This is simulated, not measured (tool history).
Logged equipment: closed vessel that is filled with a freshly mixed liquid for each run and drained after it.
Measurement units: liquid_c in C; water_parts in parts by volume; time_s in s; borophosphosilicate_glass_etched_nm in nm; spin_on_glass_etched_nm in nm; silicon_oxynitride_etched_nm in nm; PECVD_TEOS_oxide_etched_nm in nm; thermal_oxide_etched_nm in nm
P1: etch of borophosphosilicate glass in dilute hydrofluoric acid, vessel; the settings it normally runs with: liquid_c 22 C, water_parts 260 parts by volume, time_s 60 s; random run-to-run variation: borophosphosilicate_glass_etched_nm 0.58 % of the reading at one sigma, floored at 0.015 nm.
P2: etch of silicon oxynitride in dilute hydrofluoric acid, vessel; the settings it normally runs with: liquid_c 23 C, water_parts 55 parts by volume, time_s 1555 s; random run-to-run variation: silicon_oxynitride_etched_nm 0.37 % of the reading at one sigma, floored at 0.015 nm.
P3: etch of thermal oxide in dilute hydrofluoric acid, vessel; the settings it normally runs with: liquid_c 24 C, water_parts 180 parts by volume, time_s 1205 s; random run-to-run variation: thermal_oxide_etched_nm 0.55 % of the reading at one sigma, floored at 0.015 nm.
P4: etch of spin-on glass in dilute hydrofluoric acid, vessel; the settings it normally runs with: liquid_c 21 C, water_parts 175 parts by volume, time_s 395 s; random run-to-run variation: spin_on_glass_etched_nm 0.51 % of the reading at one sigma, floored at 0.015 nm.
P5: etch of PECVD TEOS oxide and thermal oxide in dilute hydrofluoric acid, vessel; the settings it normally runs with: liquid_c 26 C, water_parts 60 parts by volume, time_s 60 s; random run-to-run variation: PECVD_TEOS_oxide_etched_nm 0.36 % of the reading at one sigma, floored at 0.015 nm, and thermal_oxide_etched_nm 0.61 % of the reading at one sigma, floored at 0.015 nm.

run   hour  process  liquid_c  water_parts  time_s  borophosphosilicate_glass_etched_nm  spin_on_glass_etched_nm  silicon_oxynitride_etched_nm  PECVD_TEOS_oxide_etched_nm  thermal_oxide_etched_nm
  1   14.1       P1        22          260      60                               8.6021
  2     27       P1        22          260      30                               4.3221
  3   39.3       P1        17          260      60                               7.2714
  4   56.2       P4        21          175     395                                                        48.441
  5   64.2       P2        23           95    1555                                                                                      22.837
  6   78.2       P2        29           55    1555                                                                                      53.979
  7   88.7       P1        22          150      60                                16.99
  8    105       P2        23           55    1555                                                                                      40.517
  9    119       P5        26           60      60                                                                                                                  22.069                   5.6509
 10  131.2       P1        22          260      60                               8.5968
 11  146.2       P3        24          180     375                                                                                                                                           8.8295
 12    162       P5        26          105      60                                                                                                                  11.899                   3.0023
 13  175.8       P5        26           60      60                                                                                                                  22.154                   5.5703
 14  188.9       P4        21          300     395                                                        25.188
 15  197.2       P1      26.5          260      60                               10.334
 16  204.9       P5      30.5           60      60                                                                                                                  26.315                   6.6364
 17  215.2       P1      18.5          260      30                               3.8544
 18  232.2       P4        21          175     395                                                        48.348
 19  241.2       P2        23           55    2850                                                                                      74.409
 20  251.8       P3        24          180    1205                                                                                                                                           28.574
 21    265       P1        27          455      60                               4.9451
 22    276       P1        22          260      60                               8.7242
 23  289.2       P4        21          175     160                                                         19.96
 24  303.5       P4      28.5          175     395                                                        64.712
 25  313.2       P1        22          260      95                               13.788
 26  327.2       P3        24          315    1205                                                                                                                                           14.179
 27    335       P5        26           60      30                                                                                                                  11.047                   2.8112
 28  349.7       P3        32          180    1205                                                                                                                                           38.024
 29  358.5       P1        22          430      60                                 4.53
 30  367.6       P2        23           55    1555                                                                                       40.48
 31  379.8       P1        22          260      60                               8.8195
 32  388.4       P1        22          260      60                               8.7755
 33  401.8       P1        22          260      60                               8.3527
 34  414.9       P1        22          260      60                               8.2515
 35  431.3       P1        22          260      60                               8.1541
 36  444.1       P1        22          260      60                               8.0502
 37  455.5       P1        22          260      60                               8.0717
 38  468.7       P1        22          260      60                               7.9813

What P1 gives has crept away from where it was. These 2 causes fit the log equally well, each at the size given:
A: liquid colder than its thermometer reads (K) = 2.17
B: hydrofluoric acid flow below the setpoint (%) = 6.16
At approximately hour 388.4, the process output began to creep.

Each of the 4 check runs below uses one wafer; its results are left as question marks. Which run tells the causes apart?
check 1  481.9       P4      26.5          175     175                                                             ?
check 2  481.9       P3        32          180     475                                                                                                                                                ?
check 3  481.9       P2      28.5           55    2525                                                                                           ?
check 4  481.9       P5        30          105      60                                                                                                                       ?                        ?

How each check would come out, cause by cause:
  check                        result    if A    if B
check 1       spin_on_glass_etched_nm  24.497  24.579
check 2       thermal_oxide_etched_nm  13.883  13.833
check 3  silicon_oxynitride_etched_nm  77.664  80.479
check 4    PECVD_TEOS_oxide_etched_nm  12.786  12.897
check 4       thermal_oxide_etched_nm  3.2495  3.2778
Minimum pairwise separation of causes per check, each pair taken at its best-separating result: check 1 0.34 %; check 2 0.36 %; check 3 3.56 %; check 4 0.87 %
Of the check runs offered, only check 3 discriminates between the causes; the rest would read about the same regardless of which cause applies.

Check 3 was then run and gave: silicon_oxynitride_etched_nm 80.6 nm. Which cause is it?

The correct cause is B, namely: hydrofluoric acid flow below the setpoint (%).

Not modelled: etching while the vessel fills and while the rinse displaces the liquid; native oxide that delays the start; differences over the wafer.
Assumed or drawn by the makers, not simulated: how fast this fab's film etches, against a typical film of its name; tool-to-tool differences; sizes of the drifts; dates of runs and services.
